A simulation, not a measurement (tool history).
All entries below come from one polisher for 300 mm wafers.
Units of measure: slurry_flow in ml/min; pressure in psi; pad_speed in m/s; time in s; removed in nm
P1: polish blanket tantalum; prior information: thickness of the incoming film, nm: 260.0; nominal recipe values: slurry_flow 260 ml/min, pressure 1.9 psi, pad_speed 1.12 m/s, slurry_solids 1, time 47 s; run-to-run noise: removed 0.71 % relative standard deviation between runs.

| run | day | slurry_flow | pressure | pad_speed | slurry_solids | time | wafers polished on this pad | hours since the slurry nozzle was cleaned | hours since the head pressure was calibrated | hours since the slurry blender was calibrated | removed |
|---|---|---|---|---|---|---|---|---|---|---|---|
| 1 | 0.308 | 260 | 1.9 | 1.12 | 1 | 47 | 531 | 56.4 | 133.4 | 273.3 | 75.586 |
| 2 | 0.675 | 260 | 1.9 | 0.84 | 1 | 27 | 592 | 65.2 | 142.2 | 282.1 | 32.48 |
| 3 | 0.958 | 155 | 1.9 | 1.12 | 1 | 47 | 639 | 72 | 149 | 288.9 | 71.272 |
| 4 | 1.225 | 260 | 1.9 | 1.12 | 1 | 47 | 684 | 78.4 | 155.4 | 295.3 | 75.148 |
| 5 | 1.425 | 260 | 1.9 | 0.7 | 1 | 47 | 717 | 83.2 | 160.2 | 300.1 | 47.291 |
| 6 | 1.758 | 260 | 1.9 | 1.68 | 1 | 47 | 773 | 91.2 | 168.2 | 308.1 | 114.37 |
| 7 | 2.058 | 260 | 1.9 | 1.12 | 1 | 47 | 823 | 98.4 | 175.4 | 315.3 | 76.456 |
| 8 | 2.25 | 260 | 1.9 | 1.12 | 1.2 | 47 | 854 | 103 | 180 | 319.9 | 80.116 |
| 9 | 2.525 | 260 | 1.9 | 1.12 | 1 | 47 | 900 | 109.6 | 186.6 | 326.5 | 75.982 |
| 10 | 2.712 | 380 | 1.9 | 1.12 | 1 | 47 | 932 | 114.1 | 191.1 | 331 | 77.744 |
| 11 | 3.125 | 260 | 2.8 | 1.12 | 1 | 47 | 1000 | 124 | 201 | 340.9 | 112.19 |
| 12 | 3.525 | 260 | 1.9 | 1.12 | 1 | 47 | 1067 | 133.6 | 210.6 | 350.5 | 75.569 |
| 13 | 3.858 | 260 | 1.9 | 1.12 | 1 | 47 | 1123 | 141.6 | 218.6 | 358.5 | 76.045 |
| 14 | 4.067 | 260 | 1.9 | 1.12 | 1 | 47 | 1157 | 146.6 | 223.6 | 363.5 | 75.883 |
| 15 | 4.408 | 260 | 1.9 | 1.12 | 1 | 30 | 1214 | 154.8 | 231.8 | 371.7 | 48.872 |
| 16 | 4.725 | 260 | 1.9 | 1.12 | 1 | 72 | 1267 | 162.4 | 239.4 | 379.3 | 117.38 |
| 17 | 4.975 | 260 | 1.9 | 1.12 | 0.5 | 47 | 1309 | 168.4 | 245.4 | 385.3 | 58.411 |
| 18 | 5.262 | 260 | 1.1 | 1.12 | 1 | 47 | 1357 | 175.3 | 252.3 | 392.2 | 43.612 |
| 19 | 5.675 | 260 | 1.9 | 1.12 | 1 | 47 | 1426 | 185.2 | 262.2 | 402.1 | 75.834 |

Run 20 is up next; what results do you expect?
| 20 | 6.008 | 260 | 1.9 | 1.12 | 1 | 47 | 1481 | 193.2 | 270.2 | 410.1 | ? |

{"run 20": {"removed": 73.232}}
